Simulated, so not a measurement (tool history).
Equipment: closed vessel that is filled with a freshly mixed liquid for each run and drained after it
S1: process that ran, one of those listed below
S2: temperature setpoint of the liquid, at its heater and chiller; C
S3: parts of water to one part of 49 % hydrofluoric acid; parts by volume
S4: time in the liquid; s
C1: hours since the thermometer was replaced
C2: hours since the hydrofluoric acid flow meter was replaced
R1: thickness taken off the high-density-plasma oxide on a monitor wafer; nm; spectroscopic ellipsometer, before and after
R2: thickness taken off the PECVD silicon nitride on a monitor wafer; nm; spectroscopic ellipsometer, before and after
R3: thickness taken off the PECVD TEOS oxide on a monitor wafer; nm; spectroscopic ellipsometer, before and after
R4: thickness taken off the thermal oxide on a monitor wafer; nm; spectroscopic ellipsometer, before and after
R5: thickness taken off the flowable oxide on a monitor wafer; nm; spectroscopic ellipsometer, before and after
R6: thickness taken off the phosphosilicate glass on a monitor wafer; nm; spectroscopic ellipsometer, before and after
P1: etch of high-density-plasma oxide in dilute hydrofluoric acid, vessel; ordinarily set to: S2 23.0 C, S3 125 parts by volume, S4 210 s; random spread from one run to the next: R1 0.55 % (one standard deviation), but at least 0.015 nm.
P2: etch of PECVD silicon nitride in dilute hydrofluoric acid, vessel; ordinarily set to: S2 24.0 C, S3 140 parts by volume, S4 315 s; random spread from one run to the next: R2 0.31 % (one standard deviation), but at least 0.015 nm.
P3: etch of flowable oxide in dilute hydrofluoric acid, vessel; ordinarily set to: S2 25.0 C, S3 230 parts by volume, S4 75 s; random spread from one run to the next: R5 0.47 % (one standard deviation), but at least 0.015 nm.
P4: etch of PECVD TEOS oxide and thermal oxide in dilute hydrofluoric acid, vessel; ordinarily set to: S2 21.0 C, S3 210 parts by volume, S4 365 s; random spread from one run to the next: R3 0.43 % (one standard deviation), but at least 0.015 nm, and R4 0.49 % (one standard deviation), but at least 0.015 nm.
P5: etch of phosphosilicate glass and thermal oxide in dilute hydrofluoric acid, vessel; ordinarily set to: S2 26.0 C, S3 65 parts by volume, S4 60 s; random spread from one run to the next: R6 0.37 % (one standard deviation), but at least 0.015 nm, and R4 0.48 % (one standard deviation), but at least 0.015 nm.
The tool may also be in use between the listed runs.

run   hour  S1    S2   S3   S4      C1     C2       R1       R2       R3       R4       R5       R6
  1   11.6  P1  23.0  125  210   850.7  267.0  10.8170
  2   24.4  P1  23.0  125  210   863.5  279.8  10.9260
  3   37.9  P2  24.0   40  315   877.0  293.3           22.9030
  4   48.2  P1  23.0  170  210   887.3  303.6   7.7033
  5   56.0  P4  26.0  210  365   895.1  311.4                    13.5780   7.7835
  6   66.1  P3  25.0  345   75   905.2  321.5                                       5.9617
  7   73.9  P1  23.0  165  300   913.0  329.3  11.3470
  8   86.6  P2  30.5  140  315   925.7  342.0           10.1430
  9   99.1  P1  23.0  125  210   938.2  354.5  10.9230
 10  107.3  P1  23.0   35  210   946.4  362.7  43.3360
 11  118.8  P4  21.0  370  365   957.9  374.2                     5.5218   3.1297
 12  128.4  P5  26.0   65  110   967.5  383.8                             10.0600           215.440
 13  138.4  P4  21.0  210  110   977.5  393.8                     3.4213   1.9608
 14  147.8  P1  30.5  125  210   986.9  403.2  14.4900
 15  156.3  P5  26.0   45   60   995.4  411.7                              8.1280           175.110
 16  169.9  P4  21.0  210  365  1009.0  425.3                    11.3910   6.4604
 17  180.6  P1  23.0  125   55  1019.7  436.0   2.8631
 18  189.1  P3  30.5  230   75  1028.2  444.5                                      12.3000
 19  201.2  P3  25.0  230   75  1040.3  456.6                                      10.1770
 20  209.7  P5  26.0   65   60  1048.8  465.1                              5.4681           117.550
 21  222.3  P3  25.0  230   75  1061.4  477.7                                      10.0690
 22  233.6  P1  18.5  125  210  1072.7  489.0   9.0754
 23  240.9  P5  21.0   65   60  1080.0  496.3                              4.4633            95.838
 24  248.9  P1  23.0  125  390  1088.0  504.3  20.3750
 25  260.7  P2  24.0  140  315  1099.8  516.1            6.7056
 26  268.4  P3  25.0  230   30  1107.5  523.8                                       4.0720
 27  275.2  P4  21.0  210  365  1114.3  530.6                    11.3690   6.4933
 28  287.2  P1  23.0   75   85  1126.3  542.6   7.7993
 29  300.9  P1  23.0  125  210  1140.0  556.3  10.9550
 30  310.2  P2  24.0  140  490  1149.3  565.6           10.4080
 31  323.5  P5  26.0   65   60  1162.6  578.9                              5.4534           117.260
 32  332.1  P1  23.0  125  210  1171.2  587.5  10.9700
 33  343.5  P1  18.5  125  350  1182.6  598.9  15.2510
 34  355.3  P1  23.0  125  210  1194.4  610.7  10.9510
 35  361.4  P1  23.0  125  210  1200.5  616.8  11.2010
 36  371.9  P1  23.0  125  210  1211.0  627.3  11.3310
 37  384.2  P1  23.0  125  210  1223.3  639.6  11.4870
 38  397.4  P1  23.0  125  210  1236.5  652.8  11.5460
 39  406.3  P1  23.0  125  210  1245.4  661.7  11.5220
 40  414.0  P1  23.0  125  210  1253.1  669.4  11.5930

Compared with where it was, what P1 gives has crept away. Each cause listed below fits the log as well as the rest, at the size given for it:
A: hydrofluoric acid flow above the setpoint (%) = 5.36
B: liquid hotter than its thermometer reads (K) = 1.53
The gradual shift began around hour 355.3.

Question marks stand in for the results of the 4 check runs listed below, each run on one wafer. Under which run would the listed causes show clearly different results?
check 1  421.7  P4  21.0  210  365                   ?   ?
check 2  421.7  P5  26.0   65   60                       ?       ?
check 3  421.7  P3  25.0  230   75                           ?
check 4  421.7  P2  24.0  140  315               ?

What each check would give under each cause:
  check  result     if A     if B
check 1      R3  12.1010  12.0370
check 1      R4   6.8793   6.8431
check 2      R4   5.7833   5.8066
check 2      R6  124.740  125.240
check 3      R5  10.7710  10.6600
check 4      R2   7.0625   7.4012
Distance between the nearest two causes, measured in the result of the check that separates them most: check 1 0.53 %; check 2 0.4 %; check 3 1.04 %; check 4 4.68 %
Check 4 tells the causes apart: in the others they would give nearly the same result.

Then check 4 was run and gave: R2 7.4204 nm. Which cause is it?

It was cause B: liquid hotter than its thermometer reads (K).

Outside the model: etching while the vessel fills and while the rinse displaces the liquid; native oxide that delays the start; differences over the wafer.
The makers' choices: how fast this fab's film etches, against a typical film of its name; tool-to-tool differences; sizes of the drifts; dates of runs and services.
